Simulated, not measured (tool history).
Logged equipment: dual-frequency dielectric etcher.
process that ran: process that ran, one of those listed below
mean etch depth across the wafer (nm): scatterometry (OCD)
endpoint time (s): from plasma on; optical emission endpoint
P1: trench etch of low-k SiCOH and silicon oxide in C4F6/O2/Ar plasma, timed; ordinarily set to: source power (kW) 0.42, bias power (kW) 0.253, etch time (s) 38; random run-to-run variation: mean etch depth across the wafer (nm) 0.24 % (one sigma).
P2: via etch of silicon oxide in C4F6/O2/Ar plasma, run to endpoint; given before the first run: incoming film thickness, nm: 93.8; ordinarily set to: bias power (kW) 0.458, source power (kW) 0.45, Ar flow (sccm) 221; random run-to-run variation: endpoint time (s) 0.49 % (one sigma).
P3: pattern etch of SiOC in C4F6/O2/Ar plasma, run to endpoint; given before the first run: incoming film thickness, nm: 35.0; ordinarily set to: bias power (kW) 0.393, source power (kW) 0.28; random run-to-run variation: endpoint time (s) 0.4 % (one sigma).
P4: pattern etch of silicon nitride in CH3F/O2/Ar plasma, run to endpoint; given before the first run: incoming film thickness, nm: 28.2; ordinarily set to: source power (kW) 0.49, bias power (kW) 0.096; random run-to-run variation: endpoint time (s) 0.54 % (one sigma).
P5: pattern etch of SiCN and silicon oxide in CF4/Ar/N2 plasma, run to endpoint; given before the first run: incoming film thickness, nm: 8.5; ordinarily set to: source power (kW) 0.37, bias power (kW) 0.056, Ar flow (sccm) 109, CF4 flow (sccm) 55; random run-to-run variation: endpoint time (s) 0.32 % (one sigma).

run,hour,process that ran,source power (kW),bias power (kW),etch time (s),Ar flow (sccm),CF4 flow (sccm),hours since the last wet clean,hours since the last source power generator calibration,hours since the last bias power generator calibration,mean etch depth across the wafer (nm),endpoint time (s)
1,2.4,P1,0.42,0.253,38,,,94.6,2318.5,676.5,139.19,
2,6.7,P1,0.42,0.305,38,,,98.9,2322.8,680.8,148.12,
3,10.9,P5,0.46,0.056,,109,55,103.1,2327,685,,11.43
4,14,P1,0.42,0.253,21,,,106.2,2330.1,688.1,77.105,
5,17.7,P3,0.37,0.393,,,,109.9,2333.8,691.8,,13.386
6,21,P1,0.42,0.253,38,,,113.2,2337.1,695.1,138.89,
7,24.1,P3,0.28,0.26,,,,116.3,2340.2,698.2,,17.24
8,28.7,P3,0.28,0.393,,,,120.9,2344.8,702.8,,14.937
9,32.6,P1,0.42,0.253,38,,,124.8,2348.7,706.7,139.3,
10,35.2,P1,0.42,0.253,38,,,127.4,2351.3,709.3,139.67,
11,38.6,P2,0.45,0.458,,221,,130.8,2354.7,712.7,,20.227
12,42.1,P4,0.49,0.096,,,,134.3,2358.2,716.2,,34.726
13,45.2,P4,0.49,0.059,,,,137.4,2361.3,719.3,,40.968
14,48.7,P5,0.37,0.069,,109,55,140.9,2364.8,722.8,,12.824
15,51.3,P5,0.37,0.056,,109,55,143.5,2367.4,725.4,,13.803
# hour 52.3: wet clean of the chamber
16,55.7,P2,0.45,0.568,,221,,3.4,2371.8,729.8,,18.413
17,59,P2,0.45,0.458,,272,,6.7,2375.1,733.1,,20.634
18,62.6,P1,0.3,0.253,38,,,10.3,2378.7,736.7,122.6,
19,66.9,P1,0.42,0.253,38,,,14.6,2383,741,139.52,
20,70.4,P2,0.45,0.458,,221,,18.1,2386.5,744.5,,20.045
21,74,P5,0.37,0.056,,71,55,21.7,2390.1,748.1,,12.863
22,77.3,P4,0.29,0.096,,,,25,2393.4,751.4,,41.695
23,81.2,P2,0.63,0.458,,221,,28.9,2397.3,755.3,,17.729
24,85.4,P1,0.42,0.19,38,,,33.1,2401.5,759.5,126.86,
25,90.5,P4,0.49,0.096,,,,38.2,2406.6,764.6,,34.312
26,93.4,P1,0.5,0.253,38,,,41.1,2409.5,767.5,149.14,
27,97.8,P1,0.49,0.166,38,,,45.5,2413.9,771.9,128.56,
28,102.4,P5,0.37,0.056,,109,34,50.1,2418.5,776.5,,15.063
29,107.4,P1,0.42,0.183,56,,,55.1,2423.5,781.5,184.14,
30,111.8,P1,0.42,0.253,49.5,,,59.5,2427.9,785.9,181.01,
31,114,P1,0.42,0.253,38,,,61.7,2430.1,788.1,139.58,
32,116.2,P1,0.42,0.253,38,,,63.9,2432.3,790.3,139.59,
33,118.5,P1,0.42,0.253,38,,,66.2,2434.6,792.6,139.87,
34,120.8,P1,0.42,0.253,38,,,68.5,2436.9,794.9,140.67,
35,123.7,P1,0.42,0.253,38,,,71.4,2439.8,797.8,140.22,
# hour 124.4: wet clean of the chamber
36,126.3,P1,0.42,0.253,38,,,2,2442.4,800.4,140.62,
37,129.7,P1,0.42,0.253,38,,,5.4,2445.8,803.8,140.78,
38,134.3,P1,0.42,0.253,38,,,10,2450.4,808.4,140.6,
39,136.5,P1,0.42,0.253,38,,,12.2,2452.6,810.6,141.03,
40,139.6,P1,0.42,0.253,38,,,15.3,2455.7,813.7,140.89,

Something has made what P1 gives creep away from where it was; the 2 causes below, each at its own stated size, fit the log equally well:
A: source power that arrives over what is set, % = 4.01
B: bias power that arrives over what is set, % = 4.54
At approximately hour 114, the process output began to creep.
Ruled out, with reasons:
chamber walls in a state that raises the etch rate, %: maintenance at hour 124.4, after the shift began, did not return the process to its former output

Which of the check runs below tells the causes apart, meaning the causes would give it clearly different results? Each run uses 2 wafers whose results are averaged, and each result is shown as a question mark.
check 1,142.7,P4,0.39,0.073,,,,,,,,?
check 2,142.7,P2,0.61,0.458,,221,,,,,,?
check 3,142.7,P5,0.37,0.056,,73,47,,,,,?
check 4,142.7,P3,0.37,0.296,,,,,,,,?

If the cause were each of the candidates in turn, the checks would give the following:
check,result,if A,if B
check 1,endpoint time (s),40.911,40.891
check 2,endpoint time (s),17.63,17.605
check 3,endpoint time (s),12.812,13.073
check 4,endpoint time (s),14.597,14.589
Minimum pairwise separation of causes per check, each pair taken at its best-separating result: check 1 0.05 %; check 2 0.14 %; check 3 2.02 %; check 4 0.05 %
Only check 3 tells the causes apart: in the others they would give nearly the same result.

Check 3 was then run and gave: endpoint time (s) 12.778. Which cause is it?

It was cause A: source power that arrives over what is set, %.
